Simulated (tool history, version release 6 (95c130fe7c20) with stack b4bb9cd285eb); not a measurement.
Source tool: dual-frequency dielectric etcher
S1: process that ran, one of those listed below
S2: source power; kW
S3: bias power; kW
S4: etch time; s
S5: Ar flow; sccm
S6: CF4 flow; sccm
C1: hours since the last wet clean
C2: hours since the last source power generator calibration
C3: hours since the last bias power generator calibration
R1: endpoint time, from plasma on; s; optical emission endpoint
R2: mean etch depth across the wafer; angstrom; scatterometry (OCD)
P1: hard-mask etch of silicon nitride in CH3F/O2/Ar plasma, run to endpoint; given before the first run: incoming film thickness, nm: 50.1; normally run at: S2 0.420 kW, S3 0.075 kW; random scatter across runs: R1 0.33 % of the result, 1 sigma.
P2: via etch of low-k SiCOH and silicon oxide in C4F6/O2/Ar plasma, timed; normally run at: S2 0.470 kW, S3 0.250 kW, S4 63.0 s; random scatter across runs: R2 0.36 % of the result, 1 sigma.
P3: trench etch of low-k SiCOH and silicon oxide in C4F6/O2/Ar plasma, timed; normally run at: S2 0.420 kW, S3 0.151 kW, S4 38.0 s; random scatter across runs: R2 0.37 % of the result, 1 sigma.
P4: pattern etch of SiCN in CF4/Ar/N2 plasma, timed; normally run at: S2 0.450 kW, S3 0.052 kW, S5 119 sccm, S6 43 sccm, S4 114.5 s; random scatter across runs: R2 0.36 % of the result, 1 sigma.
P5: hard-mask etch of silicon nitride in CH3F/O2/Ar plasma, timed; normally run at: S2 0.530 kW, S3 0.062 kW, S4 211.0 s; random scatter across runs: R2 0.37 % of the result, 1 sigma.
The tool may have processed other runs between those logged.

run     day  S1     S2     S3     S4   S5  S6     C1      C2      C3      R1       R2
  1   0.300  P1  0.420  0.075                   92.7  1154.3  1255.2  69.678
  2   0.758  P1  0.420  0.075                  103.7  1165.3  1266.2  69.230
  3   1.188  P3  0.420  0.093   38.0           114.0  1175.6  1276.5           982.76
  4   1.692  P4  0.550  0.052  114.5  119  43  126.1  1187.7  1288.6           909.51
  5   2.092  P1  0.490  0.045                  135.7  1197.3  1298.2  77.312
  6   2.450  P3  0.260  0.151   38.0           144.3  1205.9  1306.8           943.49
  7   2.892  P1  0.420  0.075                  154.9  1216.5  1317.4  69.225
  8   3.142  P2  0.660  0.250   63.0           160.9  1222.5  1323.4          2263.60
  9   3.450  P2  0.470  0.250   36.0           168.3  1229.9  1330.8          1130.50
 10   3.846  P1  0.260  0.059                  177.8  1239.4  1340.3  89.940
 11   4.146  P2  0.470  0.194   63.0           185.0  1246.6  1347.5          1821.80
 12   4.567  P3  0.420  0.151   38.0           195.1  1256.7  1357.6          1139.00
 13   4.812  P2  0.470  0.250   63.0           201.0  1262.6  1363.5          1980.80
 14   5.321  P5  0.370  0.062  211.0           213.2  1274.8  1375.7          1347.50
 15   5.733  P2  0.470  0.250   63.0           223.1  1284.7  1385.6          1983.40
 16   6.029  P4  0.450  0.052  114.5  119  43  230.2  1291.8  1392.7           769.30
      6.200  -- wet clean of the chamber
 17   6.308  P4  0.450  0.052  114.5  119  43    2.6  1298.5  1399.4           760.42
 18   6.679  P4  0.450  0.052  114.5  119  28   11.5  1307.4  1408.3           701.94
 19   7.042  P5  0.530  0.085  211.0            20.2  1316.1  1417.0          1728.10
 20   7.288  P4  0.450  0.052   87.0  119  43   26.1  1322.0  1422.9           577.77
 21   7.642  P4  0.450  0.052  114.5   89  43   34.6  1330.5  1431.4           808.70
 22   7.904  P5  0.530  0.062  285.5            40.9  1336.8  1437.7          2096.80
 23   8.262  P3  0.420  0.151   23.5            49.5  1345.4  1446.3           699.85
 24   8.508  P4  0.450  0.039  114.5  119  43   55.4  1351.3  1452.2           689.12
 25   8.946  P1  0.420  0.100                   65.9  1361.8  1462.7  62.366
 26   9.346  P1  0.560  0.051                   75.5  1371.4  1472.3  70.557
 27   9.775  P5  0.530  0.062  211.0            85.8  1381.7  1482.6          1542.30
 28  10.325  P1  0.420  0.075                   99.0  1394.9  1495.8  69.087
 29  10.696  P1  0.420  0.045                  107.9  1403.8  1504.7  81.929
 30  11.092  P1  0.550  0.075                  117.4  1413.3  1514.2  62.788
 31  11.483  P1  0.280  0.075                  126.8  1422.7  1523.6  80.386
 32  11.854  P1  0.420  0.075                  135.7  1431.6  1532.5  69.229
 33  12.142  P1  0.420  0.075                  142.6  1438.5  1539.4  69.217
 34  12.396  P1  0.420  0.075                  148.7  1444.6  1545.5  69.562
 35  12.925  P1  0.420  0.075                  161.4  1457.3  1558.2  70.317
 36  13.217  P1  0.420  0.075                  168.4  1464.3  1565.2  69.700
 37  13.546  P1  0.420  0.075                  176.3  1472.2  1573.1  70.030
 38  13.808  P1  0.420  0.075                  182.6  1478.5  1579.4  70.174
     14.246  -- wet clean of the chamber
 39  14.312  P1  0.420  0.075                    1.6  1490.6  1591.5  70.372
 40  14.583  P1  0.420  0.075                    8.1  1497.1  1598.0  70.588
 41  14.979  P1  0.420  0.075                   17.6  1506.6  1607.5  70.537
 42  15.496  P1  0.420  0.075                   30.0  1519.0  1619.9  70.100
 43  15.988  P1  0.420  0.075                   41.8  1530.8  1631.7  70.460

P1 has crept away from where it was. The log is fitted equally well by each of these 2 causes, at the sizes shown:
A: bias power that arrives under what is set, % = 4.68
B: source power that arrives under what is set, % = 4.24
Onset of the creep was near day 11.854.
Excluded causes, each with its reason:
chamber walls in a state that lowers the etch rate, %: serviced at day 14.246, after the drift had started, without restoring the earlier output

The list below offers 4 check runs, each averaging the results of 2 wafers, and shows each result as a question mark. For which of them would the listed causes give clearly different results?
check 1  16.479  P3  0.420  0.151   38.0                            ?
check 2  16.479  P2  0.470  0.250   63.0                            ?
check 3  16.479  P5  0.530  0.062  211.0                            ?
check 4  16.479  P4  0.450  0.052  114.5  119  43                   ?

How each check would come out, cause by cause:
  check  result     if A     if B
check 1      R2  1121.50  1118.50
check 2      R2  1941.90  1940.60
check 3      R2  1522.60  1520.60
check 4      R2   751.47   736.25
Per check, the gap between the least separated pair of causes, taken in the result that splits them most: check 1 0.27 %; check 2 0.07 %; check 3 0.13 %; check 4 2.05 %
Only in check 4 would the causes give clearly different results; in the remaining checks their results would be nearly the same.

Check 4 was carried out, with these results: R2 752.89 angstrom. Which of the listed causes is responsible?

Of the candidate causes, it is A: bias power that arrives under what is set, %.
